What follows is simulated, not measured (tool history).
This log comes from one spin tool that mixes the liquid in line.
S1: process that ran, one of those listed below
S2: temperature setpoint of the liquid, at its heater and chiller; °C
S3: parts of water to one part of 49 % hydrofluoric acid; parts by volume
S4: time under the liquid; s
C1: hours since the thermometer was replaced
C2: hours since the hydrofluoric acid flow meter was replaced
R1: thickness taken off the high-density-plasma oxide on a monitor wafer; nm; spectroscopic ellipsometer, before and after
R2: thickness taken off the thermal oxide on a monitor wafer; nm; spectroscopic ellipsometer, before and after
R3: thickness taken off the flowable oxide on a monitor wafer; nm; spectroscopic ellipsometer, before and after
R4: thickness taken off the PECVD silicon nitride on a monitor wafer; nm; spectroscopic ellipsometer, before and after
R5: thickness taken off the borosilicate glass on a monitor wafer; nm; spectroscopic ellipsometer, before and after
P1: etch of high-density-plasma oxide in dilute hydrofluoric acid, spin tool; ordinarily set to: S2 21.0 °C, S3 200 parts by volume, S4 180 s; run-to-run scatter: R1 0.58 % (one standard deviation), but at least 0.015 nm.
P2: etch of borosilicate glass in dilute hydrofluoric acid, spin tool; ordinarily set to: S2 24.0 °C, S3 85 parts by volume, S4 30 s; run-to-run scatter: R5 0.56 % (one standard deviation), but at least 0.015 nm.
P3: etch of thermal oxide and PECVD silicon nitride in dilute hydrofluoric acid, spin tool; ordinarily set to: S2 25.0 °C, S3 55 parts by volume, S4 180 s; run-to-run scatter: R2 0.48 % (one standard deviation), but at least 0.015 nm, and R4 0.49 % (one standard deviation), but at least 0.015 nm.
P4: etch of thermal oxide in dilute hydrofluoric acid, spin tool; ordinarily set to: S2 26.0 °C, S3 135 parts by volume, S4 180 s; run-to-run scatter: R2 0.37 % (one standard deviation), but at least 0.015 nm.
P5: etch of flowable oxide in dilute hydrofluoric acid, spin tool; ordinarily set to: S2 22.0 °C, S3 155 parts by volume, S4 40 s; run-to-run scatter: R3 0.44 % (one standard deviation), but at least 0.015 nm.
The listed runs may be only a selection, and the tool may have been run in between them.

{"run": 1, "hour": 6.8, "S1": "P1", "S2": 21.0, "S3": 200, "S4": 180, "C1": 1468.3, "C2": 70.1, "R1": 5.0617}
{"run": 2, "hour": 20.2, "S1": "P1", "S2": 21.0, "S3": 65, "S4": 180, "C1": 1481.7, "C2": 83.5, "R1": 17.828}
{"run": 3, "hour": 30.2, "S1": "P4", "S2": 26.0, "S3": 135, "S4": 180, "C1": 1491.7, "C2": 93.5, "R2": 6.4284}
{"run": 4, "hour": 44.8, "S1": "P4", "S2": 26.0, "S3": 135, "S4": 340, "C1": 1506.3, "C2": 108.1, "R2": 12.055}
{"run": 5, "hour": 51.9, "S1": "P5", "S2": 22.0, "S3": 155, "S4": 40, "C1": 1513.4, "C2": 115.2, "R3": 8.9886}
{"run": 6, "hour": 60.1, "S1": "P1", "S2": 21.0, "S3": 115, "S4": 315, "C1": 1521.6, "C2": 123.4, "R1": 16.879}
{"run": 7, "hour": 74.5, "S1": "P5", "S2": 22.0, "S3": 155, "S4": 40, "C1": 1536.0, "C2": 137.8, "R3": 9.0626}
{"run": 8, "hour": 83.3, "S1": "P1", "S2": 26.5, "S3": 200, "S4": 180, "C1": 1544.8, "C2": 146.6, "R1": 6.2481}
{"run": 9, "hour": 94.3, "S1": "P3", "S2": 25.0, "S3": 55, "S4": 25, "C1": 1555.8, "C2": 157.6, "R2": 2.3954, "R4": 1.2901}
{"run": 10, "hour": 104.0, "S1": "P3", "S2": 25.0, "S3": 55, "S4": 180, "C1": 1565.5, "C2": 167.3, "R2": 17.165, "R4": 9.1192}
{"run": 11, "hour": 114.4, "S1": "P5", "S2": 28.5, "S3": 155, "S4": 40, "C1": 1575.9, "C2": 177.7, "R3": 11.393}
{"run": 12, "hour": 124.0, "S1": "P1", "S2": 21.0, "S3": 200, "S4": 365, "C1": 1585.5, "C2": 187.3, "R1": 10.158}
{"run": 13, "hour": 134.3, "S1": "P1", "S2": 21.0, "S3": 200, "S4": 180, "C1": 1595.8, "C2": 197.6, "R1": 5.0803}
{"run": 14, "hour": 147.6, "S1": "P2", "S2": 19.5, "S3": 85, "S4": 30, "C1": 1609.1, "C2": 210.9, "R5": 13.278}
{"run": 15, "hour": 156.6, "S1": "P4", "S2": 26.0, "S3": 235, "S4": 180, "C1": 1618.1, "C2": 219.9, "R2": 3.2579}
{"run": 16, "hour": 163.5, "S1": "P4", "S2": 32.0, "S3": 135, "S4": 180, "C1": 1625.0, "C2": 226.8, "R2": 7.9804}
{"run": 17, "hour": 176.1, "S1": "P1", "S2": 17.0, "S3": 200, "S4": 180, "C1": 1637.6, "C2": 239.4, "R1": 4.3571}
{"run": 18, "hour": 186.3, "S1": "P1", "S2": 21.0, "S3": 345, "S4": 180, "C1": 1647.8, "C2": 249.6, "R1": 2.5312}
{"run": 19, "hour": 198.1, "S1": "P5", "S2": 22.0, "S3": 270, "S4": 40, "C1": 1659.6, "C2": 261.4, "R3": 4.6335}
{"run": 20, "hour": 208.5, "S1": "P3", "S2": 30.5, "S3": 55, "S4": 180, "C1": 1670.0, "C2": 271.8, "R2": 21.421, "R4": 13.079}
{"run": 21, "hour": 214.8, "S1": "P5", "S2": 22.0, "S3": 155, "S4": 15, "C1": 1676.3, "C2": 278.1, "R3": 3.4}
{"run": 22, "hour": 223.1, "S1": "P2", "S2": 24.0, "S3": 85, "S4": 15, "C1": 1684.6, "C2": 286.4, "R5": 7.8828}
{"run": 23, "hour": 231.5, "S1": "P1", "S2": 26.5, "S3": 45, "S4": 180, "C1": 1693.0, "C2": 294.8, "R1": 33.473}
{"run": 24, "hour": 245.1, "S1": "P1", "S2": 21.0, "S3": 200, "S4": 180, "C1": 1706.6, "C2": 308.4, "R1": 5.0565}
{"run": 25, "hour": 253.6, "S1": "P3", "S2": 25.0, "S3": 85, "S4": 180, "C1": 1715.1, "C2": 316.9, "R2": 10.613, "R4": 5.9467}

Forecast run 26:
{"run": 26, "hour": 264.1, "S1": "P1", "S2": 21.0, "S3": 200, "S4": 180, "C1": 1725.6, "C2": 327.4, "R1": "?"}

R1: 5.0743 nm
